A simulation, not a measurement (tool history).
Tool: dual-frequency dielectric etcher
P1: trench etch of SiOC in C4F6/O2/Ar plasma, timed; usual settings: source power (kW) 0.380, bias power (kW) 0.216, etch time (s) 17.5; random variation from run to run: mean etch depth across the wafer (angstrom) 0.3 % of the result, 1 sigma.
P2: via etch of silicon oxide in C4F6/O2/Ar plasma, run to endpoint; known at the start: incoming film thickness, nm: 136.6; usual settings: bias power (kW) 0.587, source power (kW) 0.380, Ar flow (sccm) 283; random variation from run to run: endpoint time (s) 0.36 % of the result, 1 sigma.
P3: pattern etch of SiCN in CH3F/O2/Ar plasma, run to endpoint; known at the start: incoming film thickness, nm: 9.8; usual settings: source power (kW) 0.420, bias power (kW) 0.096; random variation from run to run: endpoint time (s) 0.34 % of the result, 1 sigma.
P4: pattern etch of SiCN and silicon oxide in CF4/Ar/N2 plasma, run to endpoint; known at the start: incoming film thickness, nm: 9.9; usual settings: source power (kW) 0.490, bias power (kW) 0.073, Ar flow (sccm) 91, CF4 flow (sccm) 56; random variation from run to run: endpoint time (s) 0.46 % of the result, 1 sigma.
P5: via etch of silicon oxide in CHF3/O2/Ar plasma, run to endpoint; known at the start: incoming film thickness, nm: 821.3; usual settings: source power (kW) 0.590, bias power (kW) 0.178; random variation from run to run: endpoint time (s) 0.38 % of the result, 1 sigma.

run,hour,process that ran,source power (kW),bias power (kW),etch time (s),Ar flow (sccm),CF4 flow (sccm),hours since the last wet clean,hours since the last source power generator calibration,hours since the last bias power generator calibration,mean etch depth across the wafer (angstrom),endpoint time (s)
1,3.5,P1,0.380,0.216,17.5,,,138.1,1349.4,1368.7,370.37,
2,6.5,P5,0.590,0.115,,,,141.1,1352.4,1371.7,,484.3800
3,11.2,P4,0.490,0.053,,91,56,145.8,1357.1,1376.4,,12.0410
4,13.4,P1,0.380,0.216,17.5,,,148.0,1359.3,1378.6,371.06,
5,18.1,P2,0.380,0.587,,283,,152.7,1364.0,1383.3,,29.0330
6,20.3,P3,0.420,0.135,,,,154.9,1366.2,1385.5,,21.3330
7,23.6,P1,0.380,0.216,11.5,,,158.2,1369.5,1388.8,243.44,
8,27.7,P1,0.380,0.300,17.5,,,162.3,1373.6,1392.9,415.82,
9,31.7,P1,0.380,0.164,17.5,,,166.3,1377.6,1396.9,339.95,
10,34.8,P3,0.420,0.096,,,,169.4,1380.7,1400.0,,24.1890
11,37.4,P1,0.380,0.216,17.5,,,172.0,1383.3,1402.6,370.10,
12,41.7,P1,0.380,0.216,17.5,,,176.3,1387.6,1406.9,371.04,
13,46.3,P1,0.380,0.266,13.0,,,180.9,1392.2,1411.5,294.97,
14,48.5,P4,0.490,0.073,,91,56,183.1,1394.4,1413.7,,10.8890
15,53.0,P2,0.380,0.587,,165,,187.6,1398.9,1418.2,,27.3490
16,55.2,P1,0.470,0.216,17.5,,,189.8,1401.1,1420.4,404.86,
17,59.8,P1,0.270,0.216,17.5,,,194.4,1405.7,1425.0,326.42,
18,61.9,P2,0.540,0.587,,283,,196.5,1407.8,1427.1,,25.7280
19,65.2,P4,0.490,0.073,,91,76,199.8,1411.1,1430.4,,10.3420
20,69.4,P2,0.380,0.587,,283,,204.0,1415.3,1434.6,,29.2560
21,72.0,P5,0.590,0.178,,,,206.6,1417.9,1437.2,,418.1300
22,76.3,P1,0.380,0.216,22.0,,,210.9,1422.2,1441.5,463.49,
23,79.6,P4,0.490,0.073,,91,56,214.2,1425.5,1444.8,,10.9830
24,81.8,P4,0.690,0.073,,91,56,216.4,1427.7,1447.0,,8.0417
25,85.4,P3,0.260,0.096,,,,220.0,1431.3,1450.6,,28.9070
26,88.1,P2,0.380,0.720,,283,,222.7,1434.0,1453.3,,26.8840
27,92.6,P5,0.410,0.178,,,,227.2,1438.5,1457.8,,483.4000
28,97.0,P1,0.380,0.216,17.5,,,231.6,1442.9,1462.2,369.86,
29,101.6,P3,0.420,0.096,,,,236.2,1447.5,1466.8,,24.2730
30,104.4,P4,0.490,0.073,,54,56,239.0,1450.3,1469.6,,10.0760
31,107.2,P1,0.380,0.216,17.5,,,241.8,1453.1,1472.4,369.71,
32,109.6,P1,0.380,0.216,17.5,,,244.2,1455.5,1474.8,373.51,
33,113.8,P1,0.380,0.216,17.5,,,248.4,1459.7,1479.0,374.79,
34,118.2,P1,0.380,0.216,17.5,,,252.8,1464.1,1483.4,377.05,
35,122.9,P1,0.380,0.216,17.5,,,257.5,1468.8,1488.1,375.12,
36,127.5,P1,0.380,0.216,17.5,,,262.1,1473.4,1492.7,375.42,
# hour 127.6: wet clean of the chamber
37,131.5,P1,0.380,0.216,17.5,,,3.9,1477.4,1496.7,377.79,
38,134.4,P1,0.380,0.216,17.5,,,6.8,1480.3,1499.6,376.78,
39,137.8,P1,0.380,0.216,17.5,,,10.2,1483.7,1503.0,375.32,

What P1 gives has crept away from where it was. These 2 causes fit the log equally well, each at the size given:
A: bias power that arrives over what is set, % = 4.59
B: source power that arrives over what is set, % = 3.94
The creep began at about hour 107.2.
Why every other cause is out:
chamber walls in a state that raises the etch rate, %: serviced at hour 127.6, which brought nothing back

4 check runs are offered, each on 3 wafers whose results are averaged, their results left as question marks. Which one tells the causes apart?
check 1,141.2,P2,0.380,0.587,,178,,,,,,?
check 2,141.2,P4,0.630,0.073,,56,56,,,,,?
check 3,141.2,P3,0.350,0.120,,,,,,,,?
check 4,141.2,P5,0.430,0.131,,,,,,,,?

What each check would give under each cause:
check,result,if A,if B
check 1,endpoint time (s),27.3040,27.3880
check 2,endpoint time (s),7.9875,7.8269
check 3,endpoint time (s),23.4050,23.4880
check 4,endpoint time (s),516.6900,516.4700
How far apart the two closest causes lie, in the result that separates them most: check 1 0.31 %; check 2 2.03 %; check 3 0.35 %; check 4 0.04 %
Check 2 tells the causes apart: in the others they would give nearly the same result.

Check 2 was then run and gave: endpoint time (s) 8.0020. Which cause is it?

It is A: bias power that arrives over what is set, %.
